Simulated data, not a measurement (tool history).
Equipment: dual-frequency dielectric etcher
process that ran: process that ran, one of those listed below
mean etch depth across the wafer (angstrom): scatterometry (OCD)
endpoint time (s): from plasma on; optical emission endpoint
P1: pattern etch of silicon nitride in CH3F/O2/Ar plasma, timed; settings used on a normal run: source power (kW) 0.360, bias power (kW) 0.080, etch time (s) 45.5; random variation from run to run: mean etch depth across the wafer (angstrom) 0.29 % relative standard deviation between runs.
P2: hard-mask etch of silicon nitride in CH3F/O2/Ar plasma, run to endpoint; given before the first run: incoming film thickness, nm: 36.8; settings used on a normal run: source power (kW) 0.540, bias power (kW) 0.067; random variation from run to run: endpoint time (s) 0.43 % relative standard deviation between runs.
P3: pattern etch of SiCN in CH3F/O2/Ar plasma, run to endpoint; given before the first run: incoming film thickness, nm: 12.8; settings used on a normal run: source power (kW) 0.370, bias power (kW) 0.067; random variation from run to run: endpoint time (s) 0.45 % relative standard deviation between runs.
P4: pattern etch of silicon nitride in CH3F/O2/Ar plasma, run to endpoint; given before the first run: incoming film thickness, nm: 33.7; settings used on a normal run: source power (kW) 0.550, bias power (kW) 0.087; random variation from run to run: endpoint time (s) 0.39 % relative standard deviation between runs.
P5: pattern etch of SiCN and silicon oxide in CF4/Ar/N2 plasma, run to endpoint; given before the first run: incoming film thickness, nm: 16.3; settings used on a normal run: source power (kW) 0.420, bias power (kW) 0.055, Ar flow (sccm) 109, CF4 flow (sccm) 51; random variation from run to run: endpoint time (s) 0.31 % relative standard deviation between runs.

run	day	process that ran	source power (kW)	bias power (kW)	etch time (s)	Ar flow (sccm)	CF4 flow (sccm)	hours since the last wet clean	hours since the last source power generator calibration	hours since the last bias power generator calibration	mean etch depth across the wafer (angstrom)	endpoint time (s)
1	0.429	P1	0.360	0.080	45.5			405.7	357.0	908.0	300.97	
2	0.954	P1	0.360	0.111	25.0			418.3	369.6	920.6	187.37	
3	1.329	P1	0.360	0.080	45.5			427.3	378.6	929.6	303.44	
4	1.625	P1	0.360	0.061	45.5			434.4	385.7	936.7	277.76	
5	2.083	P2	0.540	0.067				445.4	396.7	947.7		49.345
6	2.658	P2	0.540	0.048				459.2	410.5	961.5		54.669
7	3.042	P1	0.430	0.080	45.5			468.4	419.7	970.7	323.20	
8	3.567	P1	0.360	0.080	45.5			481.0	432.3	983.3	302.18	
9	3.946	P5	0.420	0.055		109	51	490.1	441.4	992.4		23.510
10	4.417	P4	0.550	0.087				501.4	452.7	1003.7		39.339
11	4.879	P4	0.550	0.120				512.5	463.8	1014.8		34.932
12	5.371	P4	0.420	0.087				524.3	475.6	1026.6		43.471
13	5.804	P5	0.420	0.036		109	51	534.7	486.0	1037.0		26.879
14	6.204	P1	0.280	0.080	45.5			544.3	495.6	1046.6	275.69	
15	6.733	P5	0.420	0.055		109	51	557.0	508.3	1059.3		23.503
16	7.142	P5	0.420	0.055		109	67	566.8	518.1	1069.1		22.478
17	7.596	P5	0.280	0.055		109	51	577.7	529.0	1080.0		33.702
18	8.029	P1	0.360	0.080	45.5			588.1	539.4	1090.4	302.20	
19	8.546	P3	0.370	0.067				600.5	551.8	1102.8		36.829
# day 8.658: bias power generator calibrated
20	8.804	P2	0.340	0.067				606.7	558.0	3.6		58.947
21	9.367	P4	0.550	0.087				620.2	571.5	17.1		38.895
# day 9.492: source power generator calibrated
22	9.825	P5	0.420	0.055		148	51	631.2	8.0	28.1		24.881
23	10.404	P1	0.360	0.080	61.5			645.1	21.9	42.0	405.81	
24	10.821	P1	0.360	0.060	27.5			655.1	31.9	52.0	165.48	
25	11.246	P3	0.370	0.067				665.3	42.1	62.2		36.759
# day 11.408: wet clean of the chamber
26	11.625	P1	0.360	0.105	34.5			5.3	51.2	71.3	253.43	
27	12.071	P1	0.360	0.080	27.5			16.0	61.9	82.0	183.49	
28	12.638	P1	0.360	0.111	45.5			29.6	75.5	95.6	340.77	
29	12.896	P3	0.370	0.042				35.8	81.7	101.8		42.793
30	13.146	P3	0.510	0.067				41.8	87.7	107.8		32.733
31	13.679	P1	0.360	0.080	45.5			54.6	100.5	120.6	301.88	
32	14.083	P1	0.360	0.080	45.5			64.3	110.2	130.3	300.86	
33	14.479	P1	0.360	0.080	45.5			73.8	119.7	139.8	298.69	
34	14.825	P1	0.360	0.080	45.5			82.1	128.0	148.1	299.29	
# day 15.146: wet clean of the chamber
35	15.325	P1	0.360	0.080	45.5			4.3	140.0	160.1	299.33	
36	15.846	P1	0.360	0.080	45.5			16.8	152.5	172.6	298.23	
37	16.242	P1	0.360	0.080	45.5			26.3	162.0	182.1	297.32	
38	16.496	P1	0.360	0.080	45.5			32.4	168.1	188.2	298.20	

The output of P1 has drifted from where it used to be. Each of the 2 causes below, taken at the size shown beside it, accounts for the log equally well:
A: source power that arrives under what is set, % = 3.77
B: bias power that arrives under what is set, % = 4.02
Onset of the creep was near day 13.679.
Every other cause this tool's parts could produce, and why it does not fit the log:
chamber walls in a state that lowers the etch rate, %: work on it at day 15.146, done after the drift set in, did not restore what the process gave before

Consider the 4 check runs below, whose results appear as question marks and each of which averages 2 wafers. Which one distinguishes the causes, in that each cause would give it a clearly different result?
check 1	16.750	P4	0.550	0.115								?
check 2	16.750	P3	0.430	0.043								?
check 3	16.750	P5	0.420	0.044		109	51					?
check 4	16.750	P2	0.340	0.067								?

What each check would give under each cause:
check	result	if A	if B
check 1	endpoint time (s)	36.012	36.041
check 2	endpoint time (s)	40.768	40.668
check 3	endpoint time (s)	26.189	25.649
check 4	endpoint time (s)	59.651	59.613
Minimum pairwise separation of causes per check, each pair taken at its best-separating result: check 1 0.08 %; check 2 0.25 %; check 3 2.08 %; check 4 0.06 %
Only in check 3 would the causes give clearly different results; in the remaining checks their results would be nearly the same.

Here is what check 3 returned: endpoint time (s) 25.610. Which cause is it?

It was cause B: bias power that arrives under what is set, %.
